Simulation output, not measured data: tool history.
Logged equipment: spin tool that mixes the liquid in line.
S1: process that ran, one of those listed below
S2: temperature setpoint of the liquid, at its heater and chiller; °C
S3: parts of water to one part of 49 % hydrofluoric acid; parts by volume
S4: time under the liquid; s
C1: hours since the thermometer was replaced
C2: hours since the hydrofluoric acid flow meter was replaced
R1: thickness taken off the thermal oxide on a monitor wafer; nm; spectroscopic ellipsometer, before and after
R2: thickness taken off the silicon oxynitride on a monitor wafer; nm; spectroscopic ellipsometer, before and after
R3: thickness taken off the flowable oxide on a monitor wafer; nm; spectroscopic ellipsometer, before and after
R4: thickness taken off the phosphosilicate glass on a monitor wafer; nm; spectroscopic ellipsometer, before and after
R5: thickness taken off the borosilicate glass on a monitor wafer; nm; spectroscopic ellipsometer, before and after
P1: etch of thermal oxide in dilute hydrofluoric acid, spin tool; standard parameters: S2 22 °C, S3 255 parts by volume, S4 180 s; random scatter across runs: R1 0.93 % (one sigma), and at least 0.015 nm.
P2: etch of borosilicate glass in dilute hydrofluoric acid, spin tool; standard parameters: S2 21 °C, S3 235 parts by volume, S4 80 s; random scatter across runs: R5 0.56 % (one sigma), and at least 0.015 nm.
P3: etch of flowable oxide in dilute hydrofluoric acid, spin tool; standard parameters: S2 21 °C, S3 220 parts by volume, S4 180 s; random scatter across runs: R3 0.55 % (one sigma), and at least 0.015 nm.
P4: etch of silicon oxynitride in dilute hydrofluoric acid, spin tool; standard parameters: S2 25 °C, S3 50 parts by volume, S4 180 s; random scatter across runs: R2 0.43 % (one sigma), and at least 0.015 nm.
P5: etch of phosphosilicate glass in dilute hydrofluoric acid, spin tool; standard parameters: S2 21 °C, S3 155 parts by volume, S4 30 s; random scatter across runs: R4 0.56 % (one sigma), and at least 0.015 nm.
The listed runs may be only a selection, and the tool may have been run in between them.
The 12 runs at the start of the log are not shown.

run,hour,S1,S2,S3,S4,C1,C2,R1,R2,R3,R4,R5
13,81.3,P1,22,425,180,258.6,539.6,1.4142,,,,
14,86.7,P3,28,220,180,264,545,,,29.133,,
15,94.6,P4,25,50,180,271.9,552.9,,6.8085,,,
16,102.8,P1,28.5,255,70,280.1,561.1,1.2676,,,,
17,106.7,P1,22,150,180,284,565,4.9865,,,,
18,111.9,P4,25,50,15,289.2,570.2,,0.55882,,,
19,120,P1,22,255,180,297.3,578.3,2.6859,,,,
20,124.3,P1,28,255,265,301.6,582.6,4.7742,,,,
21,130.3,P1,22,255,180,307.6,588.6,2.6363,,,,
22,137.2,P4,25,85,180,314.5,595.5,,3.8516,,,
23,141.8,P4,25,50,180,319.1,600.1,,6.7789,,,
24,147.6,P2,17,235,80,324.9,605.9,,,,,8.1994
25,152.6,P1,22,255,90,329.9,610.9,1.3595,,,,

Expected results for the next run?
26,156.8,P5,21,155,15,334.1,615.1,,,,?,

R4: 16.052 nm
